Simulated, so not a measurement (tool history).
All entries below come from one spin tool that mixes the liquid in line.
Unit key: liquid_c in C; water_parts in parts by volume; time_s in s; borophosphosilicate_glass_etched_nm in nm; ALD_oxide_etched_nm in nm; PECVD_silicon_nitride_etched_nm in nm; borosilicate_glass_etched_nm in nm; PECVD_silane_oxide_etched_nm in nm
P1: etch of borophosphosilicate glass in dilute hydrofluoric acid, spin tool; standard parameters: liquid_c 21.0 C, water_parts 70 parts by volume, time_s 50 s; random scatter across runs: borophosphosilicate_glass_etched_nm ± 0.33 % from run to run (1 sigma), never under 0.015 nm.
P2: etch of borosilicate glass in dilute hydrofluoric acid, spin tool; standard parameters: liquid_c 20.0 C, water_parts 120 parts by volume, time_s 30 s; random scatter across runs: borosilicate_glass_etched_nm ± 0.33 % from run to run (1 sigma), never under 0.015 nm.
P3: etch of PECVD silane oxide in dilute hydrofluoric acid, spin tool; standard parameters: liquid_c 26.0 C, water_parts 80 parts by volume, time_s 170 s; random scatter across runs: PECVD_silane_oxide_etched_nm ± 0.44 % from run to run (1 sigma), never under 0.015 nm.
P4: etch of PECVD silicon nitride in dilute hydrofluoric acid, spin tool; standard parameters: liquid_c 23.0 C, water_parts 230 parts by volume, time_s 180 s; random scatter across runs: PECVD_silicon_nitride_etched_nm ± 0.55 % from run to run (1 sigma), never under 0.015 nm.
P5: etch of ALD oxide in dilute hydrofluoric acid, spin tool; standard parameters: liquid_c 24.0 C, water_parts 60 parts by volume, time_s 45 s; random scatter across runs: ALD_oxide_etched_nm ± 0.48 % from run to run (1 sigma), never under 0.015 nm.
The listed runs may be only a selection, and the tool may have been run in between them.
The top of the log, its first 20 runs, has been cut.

| run | hour | process | liquid_c | water_parts | time_s | hours since the thermometer was replaced | hours since the hydrofluoric acid flow meter was replaced | borophosphosilicate_glass_etched_nm | ALD_oxide_etched_nm | PECVD_silicon_nitride_etched_nm | borosilicate_glass_etched_nm | PECVD_silane_oxide_etched_nm |
|---|---|---|---|---|---|---|---|---|---|---|---|---|
| 21 | 84.0 | P1 | 21.0 | 70 | 15 | 1920.3 | 889.2 | 10.8510 |  |  |  |  |
| 22 | 88.9 | P5 | 24.0 | 60 | 45 | 1925.2 | 894.1 |  | 7.7684 |  |  |  |
| 23 | 93.0 | P1 | 21.0 | 70 | 50 | 1929.3 | 898.2 | 36.3020 |  |  |  |  |
| 24 | 97.5 | P5 | 24.0 | 60 | 75 | 1933.8 | 902.7 |  | 13.0490 |  |  |  |
| 25 | 101.1 | P4 | 23.0 | 230 | 180 | 1937.4 | 906.3 |  |  | 3.6005 |  |  |
| 26 | 106.1 | P3 | 26.0 | 80 | 170 | 1942.4 | 911.3 |  |  |  |  | 54.930 |
| 27 | 111.1 | P3 | 26.0 | 20 | 170 | 1947.4 | 916.3 |  |  |  |  | 238.010 |
| 28 | 114.7 | P2 | 20.0 | 120 | 30 | 1951.0 | 919.9 |  |  |  | 11.6040 |  |
| 29 | 117.4 | P1 | 21.0 | 70 | 85 | 1953.7 | 922.6 | 61.4790 |  |  |  |  |
| 30 | 122.4 | P2 | 20.0 | 55 | 30 | 1958.7 | 927.6 |  |  |  | 27.2890 |  |
| 31 | 126.2 | P1 | 27.5 | 70 | 50 | 1962.5 | 931.4 | 47.1390 |  |  |  |  |
| 32 | 131.8 | P1 | 21.0 | 30 | 50 | 1968.1 | 937.0 | 88.3120 |  |  |  |  |

Run 33, settings as shown, results not yet in. Your forecast:
| 33 | 135.6 | P5 | 24.0 | 60 | 45 | 1971.9 | 940.8 |  | ? |  |  |  |

ALD_oxide_etched_nm: 7.8099 nm
